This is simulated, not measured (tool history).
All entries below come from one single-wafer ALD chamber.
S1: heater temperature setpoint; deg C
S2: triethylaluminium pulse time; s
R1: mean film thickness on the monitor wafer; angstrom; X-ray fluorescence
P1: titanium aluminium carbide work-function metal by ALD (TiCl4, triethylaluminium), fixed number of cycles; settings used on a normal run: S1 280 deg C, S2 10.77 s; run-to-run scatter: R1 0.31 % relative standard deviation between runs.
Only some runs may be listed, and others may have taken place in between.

run    day   S1     S2      R1
  1  0.225  280  10.77  18.982
  2  0.529  280   3.59  13.853
  3  0.754  280  10.77   19.02
  4  1.038  280  17.89  19.545
  5  1.371  280  10.77  18.983
  6  1.562  303  10.77  20.992
  7  1.912  280  10.77  19.027
  8  2.133  297   3.99  15.781
  9  2.329  298   7.69  19.747
 10  2.679  280  10.77  19.048
 11  2.921  298  17.62  21.045
 12    3.2  256  10.77  16.905
 13  3.442  280  10.77  18.955
 14  3.729  280  10.77  18.868
 15  4.017  280  10.77  18.896
 16  4.379  280  10.77  18.663
 17  4.662  280  10.77  18.815
 18  4.829  280  10.77  18.733
 19   5.15  280  10.77  18.625
 20   5.45  280  10.77  18.659
 21  5.788  280  10.77  18.493

What P1 gives has crept away from where it was. These 2 causes fit the log equally well, each at the size given:
A: triethylaluminium dose below that of a fresh bottle (%) = 15.6
B: wafer temperature below the value expected at the setpoint (K) = 4.23
Creep in the process output first set in at about day 3.442.

Each of the 4 check runs below uses one wafer; its results are left as question marks. Which run tells the causes apart?
check 1  6.125  297  10.77   ?
check 2  6.125  302  10.77   ?
check 3  6.125  261  10.77   ?
check 4  6.125  257   4.71   ?

Outcome of each check run for each possible cause:
  check  result    if A    if B
check 1      R1  20.129  20.151
check 2      R1  20.572  20.601
check 3      R1  17.004  16.978
check 4      R1  12.999  13.689
Gap, in per cent, between the two causes that each check separates least, read from the result that separates them most: check 1 0.11 %; check 2 0.14 %; check 3 0.15 %; check 4 5.18 %
Check 4 tells the causes apart: in the others they would give nearly the same result.

With check 4 done, the readings were: R1 13.058 angstrom. Identify which of the listed causes applies.

The cause is A: triethylaluminium dose below that of a fresh bottle (%).

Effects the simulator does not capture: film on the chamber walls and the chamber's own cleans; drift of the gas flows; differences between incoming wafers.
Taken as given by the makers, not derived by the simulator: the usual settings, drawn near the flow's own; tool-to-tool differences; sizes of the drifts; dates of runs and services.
